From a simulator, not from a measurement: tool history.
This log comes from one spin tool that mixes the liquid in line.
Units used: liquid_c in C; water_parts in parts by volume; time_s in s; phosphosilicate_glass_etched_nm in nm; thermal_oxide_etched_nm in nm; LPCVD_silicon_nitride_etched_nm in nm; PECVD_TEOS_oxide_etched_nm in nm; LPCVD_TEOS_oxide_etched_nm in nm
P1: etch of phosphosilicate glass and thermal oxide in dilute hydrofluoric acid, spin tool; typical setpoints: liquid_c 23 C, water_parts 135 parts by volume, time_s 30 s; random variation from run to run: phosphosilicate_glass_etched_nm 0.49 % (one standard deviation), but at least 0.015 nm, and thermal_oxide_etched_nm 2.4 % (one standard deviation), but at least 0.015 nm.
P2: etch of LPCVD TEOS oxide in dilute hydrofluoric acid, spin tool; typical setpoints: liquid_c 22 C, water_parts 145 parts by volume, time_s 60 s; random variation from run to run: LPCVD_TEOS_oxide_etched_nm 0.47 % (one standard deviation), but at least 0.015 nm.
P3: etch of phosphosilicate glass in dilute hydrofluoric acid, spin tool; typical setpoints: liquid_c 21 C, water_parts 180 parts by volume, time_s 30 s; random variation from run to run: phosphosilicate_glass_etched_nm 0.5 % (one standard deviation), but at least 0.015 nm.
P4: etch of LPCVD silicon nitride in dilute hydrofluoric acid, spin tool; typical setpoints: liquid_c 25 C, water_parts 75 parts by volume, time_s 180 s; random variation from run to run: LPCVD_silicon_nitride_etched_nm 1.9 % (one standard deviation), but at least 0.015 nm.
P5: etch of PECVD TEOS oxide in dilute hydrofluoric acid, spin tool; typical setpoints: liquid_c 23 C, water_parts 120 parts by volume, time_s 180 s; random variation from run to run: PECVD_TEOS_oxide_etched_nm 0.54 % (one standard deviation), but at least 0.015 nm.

run,hour,process,liquid_c,water_parts,time_s,hours since the thermometer was replaced,hours since the hydrofluoric acid flow meter was replaced,phosphosilicate_glass_etched_nm,thermal_oxide_etched_nm,LPCVD_silicon_nitride_etched_nm,PECVD_TEOS_oxide_etched_nm,LPCVD_TEOS_oxide_etched_nm
1,7.1,P1,23,135,30,280.2,315,14.573,0.92153,,,
2,19.6,P3,21,180,30,292.7,327.5,17.121,,,,
3,26.8,P1,30.5,135,30,299.9,334.7,19.307,1.1946,,,
4,35.6,P1,19,135,60,308.7,343.5,24.765,1.5695,,,
5,51,P3,21,180,45,324.1,358.9,25.703,,,,
6,58.5,P1,23,135,30,331.6,366.4,14.608,0.94667,,,
7,72.2,P1,23,135,30,345.3,380.1,14.722,0.97654,,,
8,79.3,P3,27.5,180,30,352.4,387.2,21.703,,,,
9,87.7,P4,25,75,300,360.8,395.6,,,1.8845,,
10,100.5,P5,23,50,180,373.6,408.4,,,,102.99,
11,107.4,P1,23,135,55,380.5,415.3,26.864,1.7627,,,
12,122.5,P4,25,75,180,395.6,430.4,,,1.1954,,
13,131.5,P1,23,135,30,404.6,439.4,14.518,0.95285,,,
14,143.1,P1,23,135,30,416.2,451,14.501,0.95388,,,
15,157.9,P2,27.5,145,60,431,465.8,,,,,12.658
16,170.9,P5,17.5,120,180,444,478.8,,,,31.571,
17,184.4,P1,23,135,15,457.5,492.3,7.2634,0.43623,,,
18,197,P2,22,145,60,470.1,504.9,,,,,10.235
19,205.3,P1,18.5,135,30,478.4,513.2,12.113,0.76482,,,
20,219,P5,23,120,180,492.1,526.9,,,,39.118,
21,233.3,P1,23,75,30,506.4,541.2,28.121,1.8655,,,
22,243.5,P4,33.5,75,180,516.6,551.4,,,2.024,,
23,256,P2,22,55,60,529.1,563.9,,,,,30.244
24,264.7,P5,23,120,85,537.8,572.6,,,,18.639,
25,277.4,P3,21,70,30,550.5,585.3,49.451,,,,
26,291.1,P1,23,235,30,564.2,599,7.571,0.45815,,,
27,300.6,P1,23,135,30,573.7,608.5,14.614,0.9258,,,
28,315.1,P4,25,75,180,588.2,623,,,1.1792,,
29,328.2,P2,22,145,90,601.3,636.1,,,,,15.352
30,343,P4,25,40,180,616.1,650.9,,,2.1784,,
31,351,P1,23,135,30,624.1,658.9,14.596,0.95562,,,
32,358.4,P1,23,135,30,631.5,666.3,14.866,0.95781,,,
33,366.2,P1,23,135,30,639.3,674.1,15.173,0.95448,,,
34,379.8,P1,23,135,30,652.9,687.7,15.489,0.98415,,,
35,393.4,P1,23,135,30,666.5,701.3,15.698,1.0395,,,
36,403.8,P1,23,135,30,676.9,711.7,15.91,0.97503,,,
37,414.3,P1,23,135,30,687.4,722.2,15.945,0.96001,,,
38,424.1,P1,23,135,30,697.2,732,15.838,1.057,,,
39,431.6,P1,23,135,30,704.7,739.5,15.8,1.0623,,,
40,441.7,P1,23,135,30,714.8,749.6,15.952,0.99359,,,

P1 has crept away from where it was. The log is fitted equally well by each of these 2 causes, at the sizes shown:
A: hydrofluoric acid flow above the setpoint (%) = 8
B: liquid hotter than its thermometer reads (K) = 2.3
The onset of the drift is placed at about hour 351.

The 4 check runs listed below each average the results of 5 wafers, and their outcomes are marked with question marks. Under which run would the listed causes produce clearly different results?
check 1,451.8,P5,23,120,180,,,,,,?,
check 2,451.8,P2,22,145,60,,,,,,,?
check 3,451.8,P4,25,75,180,,,,,?,,
check 4,451.8,P3,21,180,30,,,?,,,,

What every check run would give for each of its results, assuming each possible cause in turn:
check,result,if A,if B
check 1,PECVD_TEOS_oxide_etched_nm,42.912,43.011
check 2,LPCVD_TEOS_oxide_etched_nm,11.237,11.238
check 3,LPCVD_silicon_nitride_etched_nm,1.2497,1.3467
check 4,phosphosilicate_glass_etched_nm,18.782,18.728
How far apart the two closest causes lie, in the result that separates them most: check 1 0.23 %; check 2 0.02 %; check 3 7.48 %; check 4 0.29 %
Of the check runs offered, only check 3 discriminates between the causes; the rest would read about the same regardless of which cause applies.

Check 3 has now been run. It gave: LPCVD_silicon_nitride_etched_nm 1.2348 nm. Which of the candidate causes is it?

It is A: hydrofluoric acid flow above the setpoint (%).
